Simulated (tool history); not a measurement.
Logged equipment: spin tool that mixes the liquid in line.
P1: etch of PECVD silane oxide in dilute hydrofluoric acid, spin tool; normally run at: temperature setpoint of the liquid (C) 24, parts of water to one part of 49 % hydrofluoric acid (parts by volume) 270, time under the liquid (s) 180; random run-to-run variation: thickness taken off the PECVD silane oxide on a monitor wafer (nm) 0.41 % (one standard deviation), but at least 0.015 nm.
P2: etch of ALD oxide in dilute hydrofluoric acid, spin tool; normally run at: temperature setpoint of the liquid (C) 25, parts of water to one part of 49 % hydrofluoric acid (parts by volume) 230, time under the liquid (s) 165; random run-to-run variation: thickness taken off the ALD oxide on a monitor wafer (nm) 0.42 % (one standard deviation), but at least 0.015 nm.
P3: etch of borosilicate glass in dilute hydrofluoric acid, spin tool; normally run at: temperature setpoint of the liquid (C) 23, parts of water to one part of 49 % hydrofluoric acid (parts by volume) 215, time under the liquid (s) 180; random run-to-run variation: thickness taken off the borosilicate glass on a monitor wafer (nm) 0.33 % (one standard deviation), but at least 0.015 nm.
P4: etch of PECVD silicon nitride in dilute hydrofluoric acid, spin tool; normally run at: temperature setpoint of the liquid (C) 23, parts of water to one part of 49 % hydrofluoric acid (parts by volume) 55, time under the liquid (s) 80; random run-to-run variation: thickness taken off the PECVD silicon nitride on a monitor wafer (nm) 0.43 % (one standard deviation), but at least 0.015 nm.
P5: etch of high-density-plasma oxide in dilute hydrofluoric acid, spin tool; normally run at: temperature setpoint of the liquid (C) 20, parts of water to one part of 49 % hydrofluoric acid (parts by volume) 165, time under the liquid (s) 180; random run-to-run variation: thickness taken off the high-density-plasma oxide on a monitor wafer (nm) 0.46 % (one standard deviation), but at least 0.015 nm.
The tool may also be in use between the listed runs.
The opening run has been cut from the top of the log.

run    day  process that ran  temperature setpoint of the liquid (C)  parts of water to one part of 49 % hydrofluoric acid (parts by volume)  time under the liquid (s)  hours since the thermometer was replaced  hours since the hydrofluoric acid flow meter was replaced  thickness taken off the PECVD silane oxide on a monitor wafer (nm)  thickness taken off the borosilicate glass on a monitor wafer (nm)  thickness taken off the high-density-plasma oxide on a monitor wafer (nm)  thickness taken off the ALD oxide on a monitor wafer (nm)  thickness taken off the PECVD silicon nitride on a monitor wafer (nm)
  2  0.771                P3                                      23                                                                     215                        180                                     406.4                                                      396.2                                                                                                                                  13.695
  3  1.167                P5                                      17                                                                     165                        180                                     415.9                                                      405.7                                                                                                                                                                                                             3.7833
  4  1.375                P1                                      24                                                                     270                        180                                     420.9                                                      410.7                                                              9.3835
  5  1.733                P1                                      24                                                                     270                        180                                     429.5                                                      419.3                                                              9.3688
  6  2.062                P2                                      25                                                                     230                         45                                     437.4                                                      427.2                                                                                                                                                                                                                                                                         5.682
  7  2.329                P3                                      23                                                                     215                         15                                     443.8                                                      433.6                                                                                                                                  1.1432
  8  2.733                P1                                      17                                                                     390                        180                                     453.5                                                      443.3                                                              4.5204
  9  2.975                P5                                      20                                                                     165                        180                                     459.3                                                      449.1                                                                                                                                                                                                             4.3037
 10  3.362                P4                                      17                                                                      55                         80                                     468.6                                                      458.4                                                                                                                                                                                                                                                                                                                                               3.3707
 11  3.562                P1                                      24                                                                     270                        180                                     473.4                                                      463.2                                                               9.345
 12  3.779                P1                                      24                                                                     270                         15                                     478.6                                                      468.4                                                             0.79436
 13  4.183                P4                                      23                                                                      20                         80                                     488.3                                                      478.1                                                                                                                                                                                                                                                                                                                                               13.695
 14  4.438                P3                                      23                                                                     215                        180                                     494.4                                                      484.2                                                                                                                                  13.688
 15   4.75                P1                                    18.5                                                                     270                        180                                     501.9                                                      491.7                                                               7.688
 16  5.179                P3                                    27.5                                                                     215                        180                                     512.2                                                        502                                                                                                                                  16.099
 17  5.442                P5                                      20                                                                      45                        180                                     518.5                                                      508.3                                                                                                                                                                                                             18.162
 18  5.667                P2                                      25                                                                     230                        165                                     523.9                                                      513.7                                                                                                                                                                                                                                                                        20.665
 19  6.108                P1                                    28.5                                                                     270                        300                                     534.5                                                      524.3                                                              18.279
     6.121  -- thermometer replaced
 20  6.325                P3                                      23                                                                     360                        180                                         5                                                      529.5                                                                                                                                  7.1331
 21  6.696                P2                                      21                                                                     230                        165                                      13.9                                                      538.4                                                                                                                                                                                                                                                                        18.163
 22  7.096                P1                                      24                                                                     465                        180                                      23.5                                                        548                                                              4.5954
 23  7.296                P1                                      24                                                                     270                        295                                      28.3                                                      552.8                                                              15.369
 24  7.721                P1                                    30.5                                                                     270                        180                                      38.5                                                        563                                                              11.693

Expected results for the next run?
 25  7.925                P2                                      25                                                                     380                        165                                      43.4                                                      567.9                                                                                                                                                                                                                                                                             ?

thickness taken off the ALD oxide on a monitor wafer (nm): 10.916
